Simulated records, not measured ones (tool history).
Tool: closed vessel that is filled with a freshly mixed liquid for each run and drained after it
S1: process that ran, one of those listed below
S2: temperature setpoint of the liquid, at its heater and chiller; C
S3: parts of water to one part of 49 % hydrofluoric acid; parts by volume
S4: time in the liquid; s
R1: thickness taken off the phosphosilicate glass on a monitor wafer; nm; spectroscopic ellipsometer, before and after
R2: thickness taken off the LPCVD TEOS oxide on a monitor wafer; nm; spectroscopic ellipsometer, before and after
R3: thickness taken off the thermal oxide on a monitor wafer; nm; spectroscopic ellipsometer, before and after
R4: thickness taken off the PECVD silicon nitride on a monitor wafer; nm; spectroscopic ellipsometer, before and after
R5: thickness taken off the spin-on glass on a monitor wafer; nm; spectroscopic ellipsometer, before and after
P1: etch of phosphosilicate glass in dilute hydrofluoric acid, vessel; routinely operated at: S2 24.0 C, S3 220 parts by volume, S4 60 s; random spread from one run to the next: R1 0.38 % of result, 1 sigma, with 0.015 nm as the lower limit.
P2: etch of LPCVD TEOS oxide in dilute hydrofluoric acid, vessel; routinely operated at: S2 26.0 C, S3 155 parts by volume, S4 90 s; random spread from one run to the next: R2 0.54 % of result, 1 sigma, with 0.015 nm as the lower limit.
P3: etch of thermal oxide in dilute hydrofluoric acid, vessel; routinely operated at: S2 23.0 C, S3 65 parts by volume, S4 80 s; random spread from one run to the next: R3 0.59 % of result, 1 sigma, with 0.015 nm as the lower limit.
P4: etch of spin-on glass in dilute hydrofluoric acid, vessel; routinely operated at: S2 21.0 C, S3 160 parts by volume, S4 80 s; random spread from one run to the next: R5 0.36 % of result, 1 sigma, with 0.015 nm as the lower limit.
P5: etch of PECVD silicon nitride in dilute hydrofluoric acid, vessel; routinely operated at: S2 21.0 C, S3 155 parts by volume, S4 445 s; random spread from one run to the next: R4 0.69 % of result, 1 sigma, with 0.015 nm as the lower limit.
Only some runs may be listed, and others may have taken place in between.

run,hour,S1,S2,S3,S4,R1,R2,R3,R4,R5
1,12.5,P1,24.0,220,60,21.6210,,,,
2,21.1,P2,26.0,215,90,,15.253,,,
3,32.3,P3,18.0,65,80,,,4.9120,,
4,48.5,P5,21.0,155,445,,,,4.10050,
5,60.3,P2,26.0,155,90,,22.417,,,
6,79.1,P4,21.0,160,30,,,,,5.7126
7,87.6,P3,23.0,65,80,,,6.1099,,
8,107.0,P5,21.0,155,445,,,,4.13380,
9,117.2,P5,21.0,155,30,,,,0.27994,
10,136.7,P2,21.0,155,90,,18.695,,,
11,148.5,P5,27.0,155,445,,,,6.05420,
12,158.5,P1,24.0,390,60,10.3400,,,,
13,171.4,P1,24.0,135,60,38.4660,,,,
14,182.1,P1,24.0,310,30,6.9278,,,,
15,198.5,P5,21.0,65,445,,,,9.69260,
16,218.0,P1,24.0,220,30,10.8340,,,,
17,230.0,P1,24.0,220,60,21.7370,,,,
18,248.3,P3,23.0,65,30,,,2.2975,,
19,258.0,P4,21.0,160,80,,,,,15.1520
20,270.1,P2,26.0,155,45,,11.254,,,
21,282.2,P1,24.0,220,60,21.5580,,,,

What does the tool deliver on the next run?
22,299.2,P1,19.5,220,60,?,,,,

{"run 22": {"R1": 18.21}}
